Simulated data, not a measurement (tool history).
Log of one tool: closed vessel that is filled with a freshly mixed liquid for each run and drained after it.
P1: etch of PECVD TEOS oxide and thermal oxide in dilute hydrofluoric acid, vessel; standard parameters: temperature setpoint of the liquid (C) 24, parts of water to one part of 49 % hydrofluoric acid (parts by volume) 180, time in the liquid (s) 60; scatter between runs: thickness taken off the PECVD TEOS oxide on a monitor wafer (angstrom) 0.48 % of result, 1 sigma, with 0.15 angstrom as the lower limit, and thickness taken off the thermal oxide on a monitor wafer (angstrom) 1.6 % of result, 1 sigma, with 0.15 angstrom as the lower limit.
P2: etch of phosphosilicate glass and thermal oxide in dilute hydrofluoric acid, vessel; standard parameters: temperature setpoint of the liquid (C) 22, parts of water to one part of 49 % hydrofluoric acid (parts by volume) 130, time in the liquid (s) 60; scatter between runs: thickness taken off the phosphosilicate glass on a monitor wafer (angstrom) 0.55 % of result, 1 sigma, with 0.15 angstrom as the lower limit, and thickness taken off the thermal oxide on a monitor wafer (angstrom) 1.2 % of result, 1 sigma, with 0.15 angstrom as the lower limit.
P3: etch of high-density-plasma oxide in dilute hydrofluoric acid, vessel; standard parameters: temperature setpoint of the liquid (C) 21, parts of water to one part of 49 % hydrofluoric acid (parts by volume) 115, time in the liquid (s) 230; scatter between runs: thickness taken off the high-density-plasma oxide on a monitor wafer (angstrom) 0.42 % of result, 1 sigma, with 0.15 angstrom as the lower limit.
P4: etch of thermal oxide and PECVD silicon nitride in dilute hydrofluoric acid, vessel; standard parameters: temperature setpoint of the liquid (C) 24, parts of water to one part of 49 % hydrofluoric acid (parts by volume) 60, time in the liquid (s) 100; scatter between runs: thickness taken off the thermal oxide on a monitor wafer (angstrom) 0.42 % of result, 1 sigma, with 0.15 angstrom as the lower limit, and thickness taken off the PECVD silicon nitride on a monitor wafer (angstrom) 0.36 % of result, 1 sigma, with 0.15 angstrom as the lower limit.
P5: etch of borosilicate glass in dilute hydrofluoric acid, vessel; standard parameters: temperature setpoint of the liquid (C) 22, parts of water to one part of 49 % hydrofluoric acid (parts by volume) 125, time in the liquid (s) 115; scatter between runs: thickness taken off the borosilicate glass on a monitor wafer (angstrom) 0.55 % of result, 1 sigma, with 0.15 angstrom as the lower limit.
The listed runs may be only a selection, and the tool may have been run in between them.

run   hour  process that ran  temperature setpoint of the liquid (C)  parts of water to one part of 49 % hydrofluoric acid (parts by volume)  time in the liquid (s)  hours since the thermometer was replaced  hours since the hydrofluoric acid flow meter was replaced  thickness taken off the PECVD TEOS oxide on a monitor wafer (angstrom)  thickness taken off the thermal oxide on a monitor wafer (angstrom)  thickness taken off the phosphosilicate glass on a monitor wafer (angstrom)  thickness taken off the borosilicate glass on a monitor wafer (angstrom)  thickness taken off the high-density-plasma oxide on a monitor wafer (angstrom)  thickness taken off the PECVD silicon nitride on a monitor wafer (angstrom)
  1    8.2                P1                                      24                                                                     180                      60                                     357.9                                                      222.1                                                                  70.797                                                                14.65
  2   25.6                P1                                      24                                                                     180                      60                                     375.3                                                      239.5                                                                  70.241                                                               14.974
  3   38.9                P1                                      24                                                                     180                      60                                     388.6                                                      252.8                                                                   70.11                                                               14.413
  4   52.6                P1                                      24                                                                      85                      30                                     402.3                                                      266.5                                                                  82.705                                                               16.731
  5   61.9                P1                                      17                                                                     180                      60                                     411.6                                                      275.8                                                                  54.295                                                               10.947
  6   76.3                P1                                      24                                                                     180                     105                                       426                                                      290.2                                                                  122.59                                                               25.848
  7   92.8                P2                                      22                                                                     130                      60                                     442.5                                                      306.7                                                                                                                                       20.619                                                                       398.21
  8  106.5                P1                                      24                                                                     180                      60                                     456.2                                                      320.4                                                                  70.586                                                               14.483
  9  123.7                P1                                      24                                                                     180                      60                                     473.4                                                      337.6                                                                  70.298                                                               14.253
 10  132.5                P1                                      24                                                                     260                      60                                     482.2                                                      346.4                                                                  44.987                                                               9.0921
 11  149.1                P5                                      22                                                                     125                     115                                     498.8                                                        363                                                                                                                                                                                                                                                                                              183.46
 12  161.5                P1                                      18                                                                     300                      60                                     511.2                                                      375.4                                                                  29.813                                                               6.2404
 13  179.1                P1                                      24                                                                     180                      60                                     528.8                                                        393                                                                   70.18                                                               14.775
 14  189.4                P2                                      22                                                                     130                      60                                     539.1                                                      403.3                                                                                                                                       20.176                                                                       393.47
 15  204.7                P1                                      24                                                                     180                      30                                     554.4                                                      418.6                                                                  35.414                                                               7.4956
 16  214.4                P5                                      22                                                                     125                     115                                     564.1                                                      428.3                                                                                                                                                                                                                                                                                              183.16
 17  226.3                P3                                      21                                                                     115                      30                                       576                                                      440.2                                                                                                                                                                                                                                                                                                                                                                               14.348
 18  237.8                P1                                      24                                                                      95                     110                                     587.5                                                      451.7                                                                  272.94                                                               55.176
 19  251.7                P5                                      22                                                                     125                     180                                     601.4                                                      465.6                                                                                                                                                                                                                                                                                              285.45
 20  265.8                P1                                      24                                                                      40                      60                                     615.5                                                      479.7                                                                  377.48                                                               78.255
 21  277.1                P5                                      30                                                                     125                     115                                     626.8                                                        491                                                                                                                                                                                                                                                                                              250.78
 22  286.4                P5                                      22                                                                     220                     115                                     636.1                                                      500.3                                                                                                                                                                                                                                                                                              93.928
 23  300.8                P4                                      24                                                                     100                     100                                     650.5                                                      514.7                                                                                                                                       48.401                                                                                                                                                                                                                                                                                                               57.536
 24  312.8                P1                                    31.5                                                                     180                      60                                     662.5                                                      526.7                                                                   91.67                                                               19.069
 25  331.5                P4                                      24                                                                      60                     100                                     681.2                                                      545.4                                                                                                                                       84.703                                                                                                                                                                                                                                                                                                               94.892
 26    345                P4                                      24                                                                      60                      40                                     694.7                                                      558.9                                                                                                                                       33.804                                                                                                                                                                                                                                                                                                               37.456
 27  355.7                P3                                      17                                                                     115                     230                                     705.4                                                      569.6                                                                                                                                                                                                                                                                                                                                                                               95.502
 28  364.7                P3                                      21                                                                     185                     230                                     714.4                                                      578.6                                                                                                                                                                                                                                                                                                                                                                               64.621
 29    380                P2                                      22                                                                     215                      60                                     729.7                                                      593.9                                                                                                                                       11.121                                                                       220.57
 30  397.7                P2                                      17                                                                     130                      60                                     747.4                                                      611.6                                                                                                                                       16.469                                                                       326.59
 31    408                P4                                    18.5                                                                      60                     100                                     757.7                                                      621.9                                                                                                                                       66.893                                                                                                                                                                                                                                                                                                               64.442
 32    417                P4                                      24                                                                      60                     100                                     766.7                                                      630.9                                                                                                                                       84.727                                                                                                                                                                                                                                                                                                               94.727
 33  428.5                P3                                      21                                                                     115                     230                                     778.2                                                      642.4                                                                                                                                                                                                                                                                                                                                                                               111.42
 34  443.5                P2                                      22                                                                     130                      30                                     793.2                                                      657.4                                                                                                                                       10.287                                                                       198.44
 35  460.7                P1                                      24                                                                     180                      60                                     810.4                                                      674.6                                                                  70.598                                                               14.278
 36  475.9                P1                                      24                                                                     180                      60                                     825.6                                                      689.8                                                                  72.233                                                               14.789
 37    487                P1                                      24                                                                     180                      60                                     836.7                                                      700.9                                                                  73.418                                                                15.23
 38    502                P1                                      24                                                                     180                      60                                     851.7                                                      715.9                                                                  73.396                                                               15.486
 39  510.6                P1                                      24                                                                     180                      60                                     860.3                                                      724.5                                                                  73.803                                                               15.326
 40  521.2                P1                                      24                                                                     180                      60                                     870.9                                                      735.1                                                                  74.529                                                               15.052
 41  530.9                P1                                      24                                                                     180                      60                                     880.6                                                      744.8                                                                  74.869                                                               15.204
 42  540.5                P1                                      24                                                                     180                      60                                     890.2                                                      754.4                                                                  74.942                                                               15.452
 43  554.5                P1                                      24                                                                     180                      60                                     904.2                                                      768.4                                                                  75.332                                                               15.752
 44  565.4                P1                                      24                                                                     180                      60                                     915.1                                                      779.3                                                                   74.64                                                               15.487

Compared with where it was, what P1 gives has crept away. Each cause listed below fits the log as well as the rest, at the size given for it:
A: liquid hotter than its thermometer reads (K) = 1.55
B: hydrofluoric acid flow above the setpoint (%) = 4.91
Creep in the process output first set in at about hour 460.7.

Question marks stand in for the results of the 4 check runs listed below, each run on one wafer. Under which run would the listed causes show clearly different results?
check 1  576.3                P5                                      28                                                                     160                     115                                                                                                                                                                                                                                                                                                                                                                                                        ?
check 2  576.3                P2                                      22                                                                     190                      60                                                                                                                                                                                                                                                 ?                                                                            ?
check 3  576.3                P4                                      24                                                                      95                     100                                                                                                                                                                                                                                                 ?                                                                                                                                                                                                                                                                                                                    ?
check 4  576.3                P3                                      17                                                                     150                     230                                                                                                                                                                                                                                                                                                                                                                                                                                                                                         ?

What each check would give under each cause:
  check                                                                           result    if A    if B
check 1         thickness taken off the borosilicate glass on a monitor wafer (angstrom)  182.59  182.82
check 2              thickness taken off the thermal oxide on a monitor wafer (angstrom)  13.751  13.734
check 2      thickness taken off the phosphosilicate glass on a monitor wafer (angstrom)  271.34  271.01
check 3              thickness taken off the thermal oxide on a monitor wafer (angstrom)  54.473  54.055
check 3      thickness taken off the PECVD silicon nitride on a monitor wafer (angstrom)  66.504  62.983
check 4  thickness taken off the high-density-plasma oxide on a monitor wafer (angstrom)  74.753  74.135
How far apart the two closest causes lie, in the result that separates them most: check 1 0.13 %; check 2 0.12 %; check 3 5.44 %; check 4 0.83 %
Only in check 3 would the causes give clearly different results; in the remaining checks their results would be nearly the same.

The results of check 3 are: thickness taken off the thermal oxide on a monitor wafer (angstrom) 54.359; thickness taken off the PECVD silicon nitride on a monitor wafer (angstrom) 66.635. Based on these, which of the listed causes is it?

A is the cause: liquid hotter than its thermometer reads (K).
